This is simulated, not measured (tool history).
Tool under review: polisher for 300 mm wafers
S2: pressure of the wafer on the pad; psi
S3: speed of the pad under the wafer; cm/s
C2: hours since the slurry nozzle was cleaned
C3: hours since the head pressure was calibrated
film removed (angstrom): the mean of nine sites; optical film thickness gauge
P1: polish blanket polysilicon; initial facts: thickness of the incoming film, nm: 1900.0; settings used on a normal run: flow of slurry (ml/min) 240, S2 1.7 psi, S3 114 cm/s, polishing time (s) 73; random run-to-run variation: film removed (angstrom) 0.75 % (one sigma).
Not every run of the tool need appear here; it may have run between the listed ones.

Run 1, hour 3.9: flow of slurry (ml/min) 240, S2 1.7 psi, S3 114 cm/s, polishing time (s) 73; wafers polished on this pad 181; C2 227.4; C3 574.5. Result: film removed (angstrom) 4516.2.
Run 2, hour 7.4: flow of slurry (ml/min) 240, S2 1.7 psi, S3 114 cm/s, polishing time (s) 73; wafers polished on this pad 219; C2 230.9; C3 578. Result: film removed (angstrom) 4478.2.
Run 3, hour 11.3: flow of slurry (ml/min) 240, S2 1.7 psi, S3 114 cm/s, polishing time (s) 73; wafers polished on this pad 261; C2 234.8; C3 581.9. Result: film removed (angstrom) 4402.1.
Run 4, hour 14.3: flow of slurry (ml/min) 240, S2 1.7 psi, S3 114 cm/s, polishing time (s) 73; wafers polished on this pad 293; C2 237.8; C3 584.9. Result: film removed (angstrom) 4492.
At hour 17.3: head pressure recalibrated.
Run 5, hour 20.5: flow of slurry (ml/min) 145, S2 1.7 psi, S3 114 cm/s, polishing time (s) 73; wafers polished on this pad 360; C2 244; C3 3.3. Result: film removed (angstrom) 4128.4.
Run 6, hour 26.8: flow of slurry (ml/min) 240, S2 2.6 psi, S3 114 cm/s, polishing time (s) 73; wafers polished on this pad 428; C2 250.3; C3 9.6. Result: film removed (angstrom) 6769.
Run 7, hour 31.9: flow of slurry (ml/min) 330, S2 1.7 psi, S3 114 cm/s, polishing time (s) 73; wafers polished on this pad 484; C2 255.4; C3 14.7. Result: film removed (angstrom) 4628.6.
Run 8, hour 35.8: flow of slurry (ml/min) 240, S2 1.7 psi, S3 52 cm/s, polishing time (s) 73; wafers polished on this pad 526; C2 259.3; C3 18.6. Result: film removed (angstrom) 2042.1.
Run 9, hour 39.5: flow of slurry (ml/min) 240, S2 1.7 psi, S3 114 cm/s, polishing time (s) 73; wafers polished on this pad 566; C2 263; C3 22.3. Result: film removed (angstrom) 4452.3.
Run 10, hour 42.6: flow of slurry (ml/min) 240, S2 1.7 psi, S3 166 cm/s, polishing time (s) 73; wafers polished on this pad 599; C2 266.1; C3 25.4. Result: film removed (angstrom) 6552.4.
Run 11, hour 46.7: flow of slurry (ml/min) 240, S2 0.8 psi, S3 114 cm/s, polishing time (s) 73; wafers polished on this pad 644; C2 270.2; C3 29.5. Result: film removed (angstrom) 2105.9.
Run 12, hour 51: flow of slurry (ml/min) 240, S2 1.7 psi, S3 114 cm/s, polishing time (s) 99; wafers polished on this pad 690; C2 274.5; C3 33.8. Result: film removed (angstrom) 6042.6.
Run 13, hour 55.8: flow of slurry (ml/min) 350, S2 1.7 psi, S3 152 cm/s, polishing time (s) 73; wafers polished on this pad 742; C2 279.3; C3 38.6. Result: film removed (angstrom) 6300.4.
Run 14, hour 61.8: flow of slurry (ml/min) 240, S2 1.7 psi, S3 114 cm/s, polishing time (s) 45; wafers polished on this pad 807; C2 285.3; C3 44.6. Result: film removed (angstrom) 2767.3.
Run 15, hour 68: flow of slurry (ml/min) 240, S2 1.7 psi, S3 162 cm/s, polishing time (s) 94; wafers polished on this pad 874; C2 291.5; C3 50.8. Result: film removed (angstrom) 8140.3.
Run 16, hour 71: flow of slurry (ml/min) 240, S2 1.7 psi, S3 114 cm/s, polishing time (s) 73; wafers polished on this pad 907; C2 294.5; C3 53.8. Result: film removed (angstrom) 4474.9.
Run 17, hour 74.6: flow of slurry (ml/min) 240, S2 1.7 psi, S3 114 cm/s, polishing time (s) 73; wafers polished on this pad 946; C2 298.1; C3 57.4. Result: film removed (angstrom) 4489.1.
Run 18, hour 80.1: flow of slurry (ml/min) 240, S2 1.7 psi, S3 114 cm/s, polishing time (s) 73; wafers polished on this pad 1005; C2 303.6; C3 62.9. Result: film removed (angstrom) 4458.4.
Run 19, hour 84.6: flow of slurry (ml/min) 240, S2 1.7 psi, S3 114 cm/s, polishing time (s) 73; wafers polished on this pad 1054; C2 308.1; C3 67.4. Result: film removed (angstrom) 4363.5.
Run 20, hour 87.7: flow of slurry (ml/min) 240, S2 1.7 psi, S3 114 cm/s, polishing time (s) 73; wafers polished on this pad 1087; C2 311.2; C3 70.5. Result: film removed (angstrom) 4382.5.
Run 21, hour 94.4: flow of slurry (ml/min) 240, S2 1.7 psi, S3 114 cm/s, polishing time (s) 73; wafers polished on this pad 1160; C2 317.9; C3 77.2. Result: film removed (angstrom) 4289.
Run 22, hour 99: flow of slurry (ml/min) 240, S2 1.7 psi, S3 114 cm/s, polishing time (s) 73; wafers polished on this pad 1210; C2 322.5; C3 81.8. Result: film removed (angstrom) 4344.4.
Run 23, hour 102.7: flow of slurry (ml/min) 240, S2 1.7 psi, S3 114 cm/s, polishing time (s) 73; wafers polished on this pad 1250; C2 326.2; C3 85.5. Result: film removed (angstrom) 4321.5.

What will run 24 give?
Run 24, hour 108.1: flow of slurry (ml/min) 240, S2 1.7 psi, S3 114 cm/s, polishing time (s) 73; wafers polished on this pad 1308; C2 331.6; C3 90.9. Result: film removed (angstrom) ?.

Run 24 yielded film removed (angstrom) 4288.3.
